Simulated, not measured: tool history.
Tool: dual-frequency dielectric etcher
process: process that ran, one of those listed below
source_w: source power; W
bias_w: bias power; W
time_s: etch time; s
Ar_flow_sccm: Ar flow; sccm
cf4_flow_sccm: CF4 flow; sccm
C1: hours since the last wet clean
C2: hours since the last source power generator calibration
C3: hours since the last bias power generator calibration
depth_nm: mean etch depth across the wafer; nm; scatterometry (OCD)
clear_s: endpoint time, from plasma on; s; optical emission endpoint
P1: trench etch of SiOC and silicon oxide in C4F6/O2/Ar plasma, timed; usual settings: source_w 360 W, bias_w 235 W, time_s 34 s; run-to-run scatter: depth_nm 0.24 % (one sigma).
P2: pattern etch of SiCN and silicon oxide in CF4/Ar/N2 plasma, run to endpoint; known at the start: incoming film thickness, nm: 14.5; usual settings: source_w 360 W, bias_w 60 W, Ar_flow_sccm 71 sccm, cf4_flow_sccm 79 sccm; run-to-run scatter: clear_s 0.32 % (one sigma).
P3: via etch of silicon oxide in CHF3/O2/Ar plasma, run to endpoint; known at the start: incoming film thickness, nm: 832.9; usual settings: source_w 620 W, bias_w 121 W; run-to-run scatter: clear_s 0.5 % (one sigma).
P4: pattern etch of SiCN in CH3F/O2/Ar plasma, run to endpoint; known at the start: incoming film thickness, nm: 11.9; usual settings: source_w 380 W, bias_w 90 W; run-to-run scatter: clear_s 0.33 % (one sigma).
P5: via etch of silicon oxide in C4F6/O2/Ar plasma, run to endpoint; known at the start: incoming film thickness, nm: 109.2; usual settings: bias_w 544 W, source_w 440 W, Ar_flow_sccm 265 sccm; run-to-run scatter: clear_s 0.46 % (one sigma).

{"run": 1, "hour": 13.2, "process": "P1", "source_w": 360, "bias_w": 235, "time_s": 34, "C1": 406.6, "C2": 1688.3, "C3": 613.2, "depth_nm": 71.621}
{"run": 2, "hour": 21.0, "process": "P3", "source_w": 620, "bias_w": 121, "C1": 414.4, "C2": 1696.1, "C3": 621, "clear_s": 464.1}
{"run": 3, "hour": 30.6, "process": "P1", "source_w": 500, "bias_w": 235, "time_s": 34, "C1": 424, "C2": 1705.7, "C3": 630.6, "depth_nm": 81.198}
{"run": 4, "hour": 42.7, "process": "P2", "source_w": 360, "bias_w": 60, "Ar_flow_sccm": 91, "cf4_flow_sccm": 79, "C1": 436.1, "C2": 1717.8, "C3": 642.7, "clear_s": 21.012}
{"run": 5, "hour": 52.7, "process": "P5", "source_w": 440, "bias_w": 544, "Ar_flow_sccm": 265, "C1": 446.1, "C2": 1727.8, "C3": 652.7, "clear_s": 22.106}
{"run": 6, "hour": 66.9, "process": "P5", "source_w": 440, "bias_w": 544, "Ar_flow_sccm": 358, "C1": 460.3, "C2": 1742, "C3": 666.9, "clear_s": 22.917}
{"run": 7, "hour": 76.1, "process": "P1", "source_w": 210, "bias_w": 235, "time_s": 34, "C1": 469.5, "C2": 1751.2, "C3": 676.1, "depth_nm": 58.28}
{"run": 8, "hour": 86.4, "process": "P3", "source_w": 620, "bias_w": 121, "C1": 479.8, "C2": 1761.5, "C3": 686.4, "clear_s": 468.35}
{"run": 9, "hour": 99.1, "process": "P1", "source_w": 360, "bias_w": 235, "time_s": 34, "C1": 492.5, "C2": 1774.2, "C3": 699.1, "depth_nm": 71.937}
{"run": 10, "hour": 109.8, "process": "P1", "source_w": 290, "bias_w": 141, "time_s": 34, "C1": 503.2, "C2": 1784.9, "C3": 709.8, "depth_nm": 55.652}
{"run": 11, "hour": 122.5, "process": "P4", "source_w": 380, "bias_w": 110, "C1": 515.9, "C2": 1797.6, "C3": 722.5, "clear_s": 26.741}
{"run": 12, "hour": 131.2, "process": "P2", "source_w": 360, "bias_w": 60, "Ar_flow_sccm": 71, "cf4_flow_sccm": 51, "C1": 524.6, "C2": 1806.3, "C3": 731.2, "clear_s": 21.581}
{"run": 13, "hour": 145.9, "process": "P2", "source_w": 360, "bias_w": 60, "Ar_flow_sccm": 71, "cf4_flow_sccm": 79, "C1": 539.3, "C2": 1821, "C3": 745.9, "clear_s": 20.265}
{"run": 14, "hour": 157.4, "process": "P1", "source_w": 360, "bias_w": 235, "time_s": 18.5, "C1": 550.8, "C2": 1832.5, "C3": 757.4, "depth_nm": 38.796}
{"run": 15, "hour": 167.3, "process": "P3", "source_w": 620, "bias_w": 168, "C1": 560.7, "C2": 1842.4, "C3": 767.3, "clear_s": 418.33}
{"run": 16, "hour": 177.9, "process": "P1", "source_w": 360, "bias_w": 293, "time_s": 34, "C1": 571.3, "C2": 1853, "C3": 777.9, "depth_nm": 77.492}
{"run": 17, "hour": 186.7, "process": "P5", "source_w": 440, "bias_w": 544, "Ar_flow_sccm": 265, "C1": 580.1, "C2": 1861.8, "C3": 786.7, "clear_s": 22.158}
{"run": 18, "hour": 196.1, "process": "P2", "source_w": 280, "bias_w": 60, "Ar_flow_sccm": 71, "cf4_flow_sccm": 79, "C1": 589.5, "C2": 1871.2, "C3": 796.1, "clear_s": 25.278}
{"run": 19, "hour": 202.7, "process": "P4", "source_w": 380, "bias_w": 90, "C1": 596.1, "C2": 1877.8, "C3": 802.7, "clear_s": 28.906}
{"run": 20, "hour": 210.6, "process": "P4", "source_w": 300, "bias_w": 90, "C1": 604, "C2": 1885.7, "C3": 810.6, "clear_s": 31.391}
{"run": 21, "hour": 217.2, "process": "P1", "source_w": 360, "bias_w": 319, "time_s": 23.5, "C1": 610.6, "C2": 1892.3, "C3": 817.2, "depth_nm": 55.092}
{"run": 22, "hour": 230.8, "process": "P5", "source_w": 260, "bias_w": 544, "Ar_flow_sccm": 265, "C1": 624.2, "C2": 1905.9, "C3": 830.8, "clear_s": 26.805}
{"run": 23, "hour": 238.9, "process": "P1", "source_w": 360, "bias_w": 308, "time_s": 20, "C1": 632.3, "C2": 1914, "C3": 838.9, "depth_nm": 46.047}
{"run": 24, "hour": 253.4, "process": "P1", "source_w": 360, "bias_w": 235, "time_s": 34, "C1": 646.8, "C2": 1928.5, "C3": 853.4, "depth_nm": 71.566}
{"run": 25, "hour": 261.7, "process": "P1", "source_w": 360, "bias_w": 235, "time_s": 34, "C1": 655.1, "C2": 1936.8, "C3": 861.7, "depth_nm": 71.717}
{"run": 26, "hour": 268.1, "process": "P1", "source_w": 360, "bias_w": 149, "time_s": 34, "C1": 661.5, "C2": 1943.2, "C3": 868.1, "depth_nm": 62.136}
{"run": 27, "hour": 281.8, "process": "P3", "source_w": 410, "bias_w": 121, "C1": 675.2, "C2": 1956.9, "C3": 881.8, "clear_s": 542.88}
{"run": 28, "hour": 289.3, "process": "P2", "source_w": 360, "bias_w": 83, "Ar_flow_sccm": 71, "cf4_flow_sccm": 79, "C1": 682.7, "C2": 1964.4, "C3": 889.3, "clear_s": 18.241}
{"run": 29, "hour": 303.7, "process": "P1", "source_w": 360, "bias_w": 235, "time_s": 44, "C1": 697.1, "C2": 1978.8, "C3": 903.7, "depth_nm": 92.847}
{"run": 30, "hour": 314.5, "process": "P5", "source_w": 440, "bias_w": 325, "Ar_flow_sccm": 265, "C1": 707.9, "C2": 1989.6, "C3": 914.5, "clear_s": 26.535}
{"run": 31, "hour": 322.2, "process": "P1", "source_w": 360, "bias_w": 235, "time_s": 34, "C1": 715.6, "C2": 1997.3, "C3": 922.2, "depth_nm": 71.997}
{"run": 32, "hour": 335.7, "process": "P1", "source_w": 360, "bias_w": 235, "time_s": 34, "C1": 729.1, "C2": 2010.8, "C3": 935.7, "depth_nm": 71.187}
{"run": 33, "hour": 349.3, "process": "P1", "source_w": 360, "bias_w": 235, "time_s": 34, "C1": 742.7, "C2": 2024.4, "C3": 949.3, "depth_nm": 70.735}
{"run": 34, "hour": 363.9, "process": "P1", "source_w": 360, "bias_w": 235, "time_s": 34, "C1": 757.3, "C2": 2039, "C3": 963.9, "depth_nm": 70.422}
{"run": 35, "hour": 371.4, "process": "P1", "source_w": 360, "bias_w": 235, "time_s": 34, "C1": 764.8, "C2": 2046.5, "C3": 971.4, "depth_nm": 70.557}
{"hour": 372.2, "done": "wet clean of the chamber"}
{"run": 36, "hour": 380.7, "process": "P1", "source_w": 360, "bias_w": 235, "time_s": 34, "C1": 8.6, "C2": 2055.8, "C3": 980.7, "depth_nm": 70.584}
{"run": 37, "hour": 393.3, "process": "P1", "source_w": 360, "bias_w": 235, "time_s": 34, "C1": 21.2, "C2": 2068.4, "C3": 993.3, "depth_nm": 70.679}
{"run": 38, "hour": 406.9, "process": "P1", "source_w": 360, "bias_w": 235, "time_s": 34, "C1": 34.8, "C2": 2082, "C3": 1006.9, "depth_nm": 70.454}

What P1 gives has crept away from where it was. These 2 causes fit the log equally well, each at the size given:
A: bias power that arrives under what is set, % = 4.9
B: source power that arrives under what is set, % = 4.31
The creep began at about hour 322.2.
Why every other cause is out:
chamber walls in a state that lowers the etch rate, %: serviced at hour 372.2, which brought nothing back

4 check runs are offered, one wafer each, their results left as question marks. Which one tells the causes apart?
{"run": "check 1", "hour": 420.5, "process": "P4", "source_w": 380, "bias_w": 90, "clear_s": "?"}
{"run": "check 2", "hour": 420.5, "process": "P2", "source_w": 360, "bias_w": 60, "Ar_flow_sccm": 71, "cf4_flow_sccm": 79, "clear_s": "?"}
{"run": "check 3", "hour": 420.5, "process": "P5", "source_w": 440, "bias_w": 544, "Ar_flow_sccm": 265, "clear_s": "?"}
{"run": "check 4", "hour": 420.5, "process": "P3", "source_w": 620, "bias_w": 121, "clear_s": "?"}

What each check would give under each cause:
check=check_1 result=clear_s if_A=29.313 if_B=29.247
check=check_2 result=clear_s if_A=20.517 if_B=21.014
check=check_3 result=clear_s if_A=22.502 if_B=22.442
check=check_4 result=clear_s if_A=473.3 if_B=474.22
How far apart the two closest causes lie, in the result that separates them most: check 1 0.22 %; check 2 2.39 %; check 3 0.27 %; check 4 0.19 %
Only check 2 tells the causes apart: in the others they would give nearly the same result.

Check 2 was then run and gave: clear_s 20.479 s. Which cause is it?

It is A: bias power that arrives under what is set, %.

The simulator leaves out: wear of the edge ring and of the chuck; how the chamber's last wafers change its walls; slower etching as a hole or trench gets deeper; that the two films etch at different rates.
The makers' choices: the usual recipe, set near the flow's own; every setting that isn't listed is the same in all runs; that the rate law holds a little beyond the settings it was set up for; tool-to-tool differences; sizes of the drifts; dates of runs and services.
